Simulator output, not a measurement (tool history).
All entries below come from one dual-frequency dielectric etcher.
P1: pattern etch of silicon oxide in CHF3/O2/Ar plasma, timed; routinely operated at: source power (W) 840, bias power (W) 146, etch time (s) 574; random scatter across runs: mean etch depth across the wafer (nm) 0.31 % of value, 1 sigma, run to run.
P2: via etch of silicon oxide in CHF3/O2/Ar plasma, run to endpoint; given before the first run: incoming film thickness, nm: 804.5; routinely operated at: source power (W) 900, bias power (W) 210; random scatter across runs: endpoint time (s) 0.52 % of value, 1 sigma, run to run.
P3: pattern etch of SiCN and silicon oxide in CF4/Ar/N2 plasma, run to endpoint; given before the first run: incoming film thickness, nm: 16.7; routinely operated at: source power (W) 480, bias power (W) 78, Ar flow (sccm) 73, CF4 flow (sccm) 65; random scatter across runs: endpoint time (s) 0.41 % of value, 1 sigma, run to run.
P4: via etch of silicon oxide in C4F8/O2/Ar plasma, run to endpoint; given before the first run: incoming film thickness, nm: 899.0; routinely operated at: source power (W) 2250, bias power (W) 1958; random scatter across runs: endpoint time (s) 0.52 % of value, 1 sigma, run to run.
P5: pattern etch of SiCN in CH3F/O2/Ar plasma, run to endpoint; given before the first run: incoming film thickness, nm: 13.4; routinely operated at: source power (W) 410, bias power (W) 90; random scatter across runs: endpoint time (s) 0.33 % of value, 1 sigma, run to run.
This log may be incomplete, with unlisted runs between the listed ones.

| run | hour | process that ran | source power (W) | bias power (W) | etch time (s) | Ar flow (sccm) | CF4 flow (sccm) | hours since the last wet clean | hours since the last source power generator calibration | hours since the last bias power generator calibration | mean etch depth across the wafer (nm) | endpoint time (s) |
|---|---|---|---|---|---|---|---|---|---|---|---|---|
| 1 | 6.1 | P1 | 840 | 146 | 574 |  |  | 357.5 | 1356.9 | 1178.4 | 1232 |  |
| 2 | 14.6 | P2 | 570 | 210 |  |  |  | 366 | 1365.4 | 1186.9 |  | 394.54 |
| 3 | 21.4 | P3 | 480 | 78 |  | 50 | 65 | 372.8 | 1372.2 | 1193.7 |  | 16.398 |
| 4 | 29.2 | P3 | 600 | 78 |  | 73 | 65 | 380.6 | 1380 | 1201.5 |  | 14.137 |
| 5 | 33.3 | P2 | 900 | 210 |  |  |  | 384.7 | 1384.1 | 1205.6 |  | 324.14 |
| 6 | 41.6 | P2 | 900 | 210 |  |  |  | 393 | 1392.4 | 1213.9 |  | 330.76 |
| 7 | 50.1 | P1 | 840 | 146 | 574 |  |  | 401.5 | 1400.9 | 1222.4 | 1234.1 |  |
|  | 50.5 | bias power generator calibrated |
| 8 | 54.4 | P1 | 840 | 146 | 705.5 |  |  | 405.8 | 1405.2 | 4 | 1510.1 |  |
| 9 | 62.7 | P5 | 410 | 126 |  |  |  | 414.1 | 1413.5 | 12.3 |  | 28.785 |
| 10 | 70.7 | P4 | 2250 | 1220 |  |  |  | 422.1 | 1421.5 | 20.3 |  | 193.44 |
| 11 | 75.5 | P1 | 840 | 146 | 574 |  |  | 426.9 | 1426.3 | 25.1 | 1235.1 |  |
| 12 | 83.3 | P3 | 480 | 78 |  | 73 | 65 | 434.7 | 1434.1 | 32.9 |  | 17.292 |
| 13 | 91.2 | P5 | 410 | 90 |  |  |  | 442.6 | 1442 | 40.8 |  | 32.58 |
| 14 | 96.4 | P4 | 2250 | 1958 |  |  |  | 447.8 | 1447.2 | 46 |  | 171.5 |
| 15 | 100.7 | P2 | 900 | 148 |  |  |  | 452.1 | 1451.5 | 50.3 |  | 367.36 |
| 16 | 106.7 | P3 | 480 | 78 |  | 73 | 65 | 458.1 | 1457.5 | 56.3 |  | 17.27 |
| 17 | 112 | P3 | 480 | 46 |  | 73 | 65 | 463.4 | 1462.8 | 61.6 |  | 20.452 |
| 18 | 120.6 | P4 | 1420 | 1958 |  |  |  | 472 | 1471.4 | 70.2 |  | 205.86 |
| 19 | 128.9 | P1 | 840 | 146 | 574 |  |  | 480.3 | 1479.7 | 78.5 | 1225.8 |  |
| 20 | 138.2 | P1 | 840 | 114 | 574 |  |  | 489.6 | 1489 | 87.8 | 1137.6 |  |
| 21 | 145.6 | P1 | 840 | 146 | 378 |  |  | 497 | 1496.4 | 95.2 | 804.89 |  |
|  | 145.7 | wet clean of the chamber |
| 22 | 150.1 | P1 | 840 | 198 | 574 |  |  | 4.4 | 1500.9 | 99.7 | 1358.1 |  |
| 23 | 156.2 | P3 | 480 | 78 |  | 73 | 89 | 10.5 | 1507 | 105.8 |  | 16.582 |
| 24 | 163.9 | P1 | 840 | 146 | 574 |  |  | 18.2 | 1514.7 | 113.5 | 1232.7 |  |
| 25 | 171.6 | P1 | 1070 | 146 | 574 |  |  | 25.9 | 1522.4 | 121.2 | 1353.8 |  |
| 26 | 178.4 | P1 | 620 | 183 | 574 |  |  | 32.7 | 1529.2 | 128 | 1174.2 |  |
| 27 | 185.3 | P1 | 840 | 181 | 811 |  |  | 39.6 | 1536.1 | 134.9 | 1858.9 |  |
| 28 | 190.9 | P5 | 540 | 90 |  |  |  | 45.2 | 1541.7 | 140.5 |  | 29.379 |
| 29 | 195.5 | P1 | 680 | 146 | 574 |  |  | 49.8 | 1546.3 | 145.1 | 1133.7 |  |
| 30 | 200.5 | P1 | 840 | 146 | 574 |  |  | 54.8 | 1551.3 | 150.1 | 1231.2 |  |
| 31 | 205 | P1 | 840 | 146 | 574 |  |  | 59.3 | 1555.8 | 154.6 | 1220.2 |  |
| 32 | 210.5 | P1 | 840 | 146 | 574 |  |  | 64.8 | 1561.3 | 160.1 | 1223.1 |  |
| 33 | 217.6 | P1 | 840 | 146 | 574 |  |  | 71.9 | 1568.4 | 167.2 | 1214.2 |  |
|  | 223.6 | wet clean of the chamber |
| 34 | 224.6 | P1 | 840 | 146 | 574 |  |  | 1 | 1575.4 | 174.2 | 1217.5 |  |
| 35 | 230.7 | P1 | 840 | 146 | 574 |  |  | 7.1 | 1581.5 | 180.3 | 1209.4 |  |
| 36 | 237.6 | P1 | 840 | 146 | 574 |  |  | 14 | 1588.4 | 187.2 | 1215.7 |  |
| 37 | 243.3 | P1 | 840 | 146 | 574 |  |  | 19.7 | 1594.1 | 192.9 | 1209.1 |  |
| 38 | 248.7 | P1 | 840 | 146 | 574 |  |  | 25.1 | 1599.5 | 198.3 | 1219.3 |  |

What P1 gives has crept away from where it was. These 2 causes fit the log equally well, each at the size given:
A: bias power that arrives under what is set, % = 4.82
B: source power that arrives under what is set, % = 3.86
At approximately hour 200.5, the process output began to creep.
Other possible causes, and why each is ruled out:
chamber walls in a state that lowers the etch rate, %: was serviced at hour 223.6, once the creep was under way, yet the earlier output never came back

Which of the check runs below tells the causes apart, meaning the causes would give it clearly different results? Each run uses 2 wafers whose results are averaged, and each result is shown as a question mark.
| check 1 | 254.1 | P3 | 480 | 54 |  | 73 | 87 |  |  |  |  | ? |
| check 2 | 254.1 | P4 | 2250 | 1445 |  |  |  |  |  |  |  | ? |
| check 3 | 254.1 | P2 | 750 | 210 |  |  |  |  |  |  |  | ? |
| check 4 | 254.1 | P5 | 520 | 105 |  |  |  |  |  |  |  | ? |

Check results expected under each cause:
| check | result | if A | if B |
|---|---|---|---|
| check 1 | endpoint time (s) | 18.871 | 19.274 |
| check 2 | endpoint time (s) | 188.05 | 188.65 |
| check 3 | endpoint time (s) | 358.19 | 357.55 |
| check 4 | endpoint time (s) | 28.735 | 28.625 |
Smallest distance between any two causes, each pair judged by its most separating result, in per cent: check 1 2.12 %; check 2 0.32 %; check 3 0.18 %; check 4 0.39 %
The other checks would show nearly matching results whichever cause is true, so check 1 is the only one that separates the causes.

Check 1 has now been run. It gave: endpoint time (s) 19.268. Which of the candidate causes is it?

Of the candidate causes, it is B: source power that arrives under what is set, %.
